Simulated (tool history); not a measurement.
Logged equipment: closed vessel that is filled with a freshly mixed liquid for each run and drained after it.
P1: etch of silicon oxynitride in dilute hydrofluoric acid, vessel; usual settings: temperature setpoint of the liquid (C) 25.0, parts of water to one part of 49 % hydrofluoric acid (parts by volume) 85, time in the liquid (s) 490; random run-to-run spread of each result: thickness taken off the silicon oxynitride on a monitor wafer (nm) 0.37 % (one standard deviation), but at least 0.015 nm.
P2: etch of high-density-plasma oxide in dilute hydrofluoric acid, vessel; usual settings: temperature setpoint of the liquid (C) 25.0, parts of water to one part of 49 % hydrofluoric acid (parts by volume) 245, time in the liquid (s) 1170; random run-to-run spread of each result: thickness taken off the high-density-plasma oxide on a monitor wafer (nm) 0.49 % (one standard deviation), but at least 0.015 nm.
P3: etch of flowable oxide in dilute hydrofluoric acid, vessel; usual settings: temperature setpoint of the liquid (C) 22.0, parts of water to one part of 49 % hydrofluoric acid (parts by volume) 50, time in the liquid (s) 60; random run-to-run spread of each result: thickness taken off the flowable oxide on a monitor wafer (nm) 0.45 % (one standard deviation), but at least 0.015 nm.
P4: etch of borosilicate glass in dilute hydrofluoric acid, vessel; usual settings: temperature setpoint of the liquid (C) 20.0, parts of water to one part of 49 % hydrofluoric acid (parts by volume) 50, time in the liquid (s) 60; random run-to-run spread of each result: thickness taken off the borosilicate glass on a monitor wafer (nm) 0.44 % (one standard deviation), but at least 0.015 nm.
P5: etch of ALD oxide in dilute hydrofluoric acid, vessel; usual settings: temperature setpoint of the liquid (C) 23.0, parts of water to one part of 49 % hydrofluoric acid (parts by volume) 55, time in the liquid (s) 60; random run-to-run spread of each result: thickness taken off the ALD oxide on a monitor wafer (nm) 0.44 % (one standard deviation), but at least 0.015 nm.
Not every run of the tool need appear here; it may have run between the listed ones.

run,day,process that ran,temperature setpoint of the liquid (C),parts of water to one part of 49 % hydrofluoric acid (parts by volume),time in the liquid (s),hours since the thermometer was replaced,hours since the hydrofluoric acid flow meter was replaced,thickness taken off the silicon oxynitride on a monitor wafer (nm),thickness taken off the flowable oxide on a monitor wafer (nm),thickness taken off the borosilicate glass on a monitor wafer (nm),thickness taken off the ALD oxide on a monitor wafer (nm),thickness taken off the high-density-plasma oxide on a monitor wafer (nm)
1,0.192,P1,25.0,85,490,311.8,783.0,18.9050,,,,
2,0.375,P3,25.5,50,60,316.2,787.4,,54.359,,,
3,0.658,P4,20.0,50,60,323.0,794.2,,,25.796,,
4,0.879,P1,25.0,85,490,328.3,799.5,18.9250,,,,
5,1.100,P5,23.0,55,60,333.6,804.8,,,,27.157,
6,1.354,P1,18.0,125,490,339.7,810.9,8.8100,,,,
7,1.492,P1,25.0,85,490,343.0,814.2,19.0070,,,,
8,1.754,P2,25.0,245,1170,349.3,820.5,,,,,40.5280
9,1.879,P2,25.0,245,170,352.3,823.5,,,,,5.8541
10,2.158,P1,25.0,85,490,359.0,830.2,18.9040,,,,
11,2.308,P4,20.0,50,60,362.6,833.8,,,25.770,,
12,2.462,P1,25.0,85,245,366.3,837.5,9.4059,,,,
13,2.717,P1,25.0,50,955,372.4,843.6,64.4510,,,,
14,2.917,P2,25.0,245,1170,377.2,848.4,,,,,40.4660
15,3.142,P3,22.0,90,60,382.6,853.8,,24.922,,,
16,3.429,P1,25.0,85,870,389.5,860.7,33.4920,,,,
17,3.650,P4,17.0,50,60,394.8,866.0,,,22.520,,
18,3.888,P1,31.0,85,490,400.5,871.7,24.9750,,,,
19,4.021,P5,23.0,55,110,403.7,874.9,,,,49.730,
20,4.246,P4,20.0,20,60,409.1,880.3,,,66.747,,
21,4.529,P5,23.0,85,60,415.9,887.1,,,,16.857,
22,4.758,P1,25.0,150,490,421.4,892.6,10.1670,,,,
23,4.917,P5,28.0,55,60,425.2,896.4,,,,33.094,
24,5.158,P1,25.0,110,785,431.0,902.2,22.9360,,,,
25,5.412,P1,25.0,85,490,437.1,908.3,18.8450,,,,
26,5.650,P1,25.0,85,490,442.8,914.0,18.7540,,,,
27,5.942,P2,25.0,395,1170,449.8,921.0,,,,,21.5650
28,6.188,P4,20.0,50,30,455.7,926.9,,,12.907,,
29,6.388,P1,18.0,85,490,460.5,931.7,13.5390,,,,
30,6.679,P3,22.0,50,85,467.5,938.7,,66.559,,,
31,6.904,P2,31.0,245,1170,472.9,944.1,,,,,49.1390
32,7.167,P1,25.0,40,490,479.2,950.4,41.7770,,,,
33,7.296,P3,22.0,50,60,482.3,953.5,,47.471,,,
34,7.467,P1,25.0,85,490,486.4,957.6,18.9360,,,,

What will run 35 give?
35,7.696,P1,25.0,85,490,491.9,963.1,?,,,,

{"run 35": {"thickness taken off the silicon oxynitride on a monitor wafer (nm)": 18.981}}
